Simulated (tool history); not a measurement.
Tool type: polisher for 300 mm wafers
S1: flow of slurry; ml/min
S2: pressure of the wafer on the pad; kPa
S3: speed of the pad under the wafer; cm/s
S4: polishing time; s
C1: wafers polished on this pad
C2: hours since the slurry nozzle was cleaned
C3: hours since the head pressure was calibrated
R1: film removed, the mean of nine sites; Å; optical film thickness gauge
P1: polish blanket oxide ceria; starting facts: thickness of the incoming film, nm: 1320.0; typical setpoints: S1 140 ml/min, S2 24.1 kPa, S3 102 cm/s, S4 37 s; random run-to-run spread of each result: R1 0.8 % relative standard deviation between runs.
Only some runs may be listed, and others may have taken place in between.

| run | hour | S1 | S2 | S3 | S4 | C1 | C2 | C3 | R1 |
|---|---|---|---|---|---|---|---|---|---|
| 1 | 4.3 | 140 | 24.1 | 102 | 37 | 696 | 144.4 | 405.7 | 2238.9 |
| 2 | 7.3 | 140 | 24.1 | 102 | 37 | 735 | 147.4 | 408.7 | 2246 |
| 3 | 9.9 | 90 | 24.1 | 54 | 37 | 768 | 150 | 411.3 | 1081.1 |
| 4 | 13.2 | 140 | 24.1 | 102 | 37 | 809 | 153.3 | 414.6 | 2228.3 |
| 5 | 16.9 | 140 | 24.1 | 162 | 37 | 856 | 157 | 418.3 | 3466 |
| 6 | 20.9 | 215 | 24.1 | 102 | 37 | 907 | 161 | 422.3 | 2373.6 |
| 7 | 26.1 | 85 | 24.1 | 102 | 37 | 973 | 166.2 | 427.5 | 1974.7 |
| 8 | 29.1 | 140 | 14.5 | 102 | 37 | 1011 | 169.2 | 430.5 | 1345.8 |
| 9 | 32 | 140 | 24.1 | 146 | 26 | 1048 | 172.1 | 433.4 | 2222.9 |
| 10 | 34.6 | 140 | 24.1 | 54 | 37 | 1081 | 174.7 | 436 | 1175.9 |
| 11 | 37.3 | 140 | 31.7 | 102 | 37 | 1115 | 177.4 | 438.7 | 2918.4 |
| 12 | 40.2 | 140 | 24.1 | 102 | 37 | 1152 | 180.3 | 441.6 | 2231.1 |
| 13 | 44.4 | 140 | 24.1 | 102 | 17 | 1206 | 184.5 | 445.8 | 1007.9 |
| 14 | 48.2 | 205 | 24.1 | 128 | 37 | 1254 | 188.3 | 449.6 | 2997.3 |
| 15 | 51.8 | 140 | 24.1 | 102 | 48 | 1300 | 191.9 | 453.2 | 2885.4 |
| 16 | 57.5 | 140 | 24.1 | 102 | 37 | 1372 | 197.6 | 458.9 | 2204.9 |
| 17 | 61.2 | 140 | 24.1 | 102 | 37 | 1419 | 201.3 | 462.6 | 2240.7 |
| 18 | 64.9 | 140 | 24.1 | 102 | 37 | 1466 | 205 | 466.3 | 2203.6 |
| 19 | 67.9 | 140 | 24.1 | 102 | 37 | 1504 | 208 | 469.3 | 2177.2 |
| 20 | 71.7 | 140 | 24.1 | 102 | 37 | 1552 | 211.8 | 473.1 | 2109.7 |
| 21 | 77.5 | 140 | 24.1 | 102 | 37 | 1626 | 217.6 | 478.9 | 2078.6 |
| 22 | 81 | 140 | 24.1 | 102 | 37 | 1670 | 221.1 | 482.4 | 2032.5 |
| 23 | 84.5 | 140 | 24.1 | 102 | 37 | 1715 | 224.6 | 485.9 | 2006.2 |
|  | 87.5 | worn pad replaced by a new one |
| 24 | 88 | 140 | 24.1 | 102 | 37 | 6 | 228.1 | 489.4 | 2002.2 |
| 25 | 90.8 | 140 | 24.1 | 102 | 37 | 42 | 230.9 | 492.2 | 2005.6 |
| 26 | 93.7 | 140 | 24.1 | 102 | 37 | 79 | 233.8 | 495.1 | 1993.2 |
| 27 | 97.1 | 140 | 24.1 | 102 | 37 | 122 | 237.2 | 498.5 | 1973.8 |
| 28 | 101 | 140 | 24.1 | 102 | 37 | 171 | 241.1 | 502.4 | 1971.4 |

P1 has crept away from where it was. The log is fitted equally well by each of these 2 causes, at the sizes shown:
A: head's pressure below its setpoint, % = 11.2
B: slurry flow missing at the pad, % = 39.9
The onset of the drift is placed at about hour 64.9.
What rules out each remaining cause:
removal rate lost through wear of the pad, %: serviced after onset, at hour 87.5, with no recovery of the prior output

The list below offers 4 check runs, each averaging the results of 2 wafers, and shows each result as a question mark. For which of them would the listed causes give clearly different results?
| check 1 | 104.9 | 140 | 24.1 | 134 | 37 |  |  |  | ? |
| check 2 | 104.9 | 140 | 19.3 | 102 | 37 |  |  |  | ? |
| check 3 | 104.9 | 140 | 29.6 | 102 | 37 |  |  |  | ? |
| check 4 | 104.9 | 95 | 24.1 | 102 | 37 |  |  |  | ? |

Outcome of each check run for each possible cause:
| check | result | if A | if B |
|---|---|---|---|
| check 1 | R1 | 2597.5 | 2597.4 |
| check 2 | R1 | 1581.8 | 1581.7 |
| check 3 | R1 | 2429.2 | 2429.1 |
| check 4 | R1 | 1815.3 | 1731.3 |
Separation of the two closest causes in each check, using whichever result separates them best: check 1 0 %; check 2 0 %; check 3 0 %; check 4 4.74 %
The other checks would show nearly matching results whichever cause is true, so check 4 is the only one that separates the causes.

Check 4 was carried out, with these results: R1 1725.1 Å. Which of the listed causes is responsible?

The correct cause is B, namely: slurry flow missing at the pad, %.
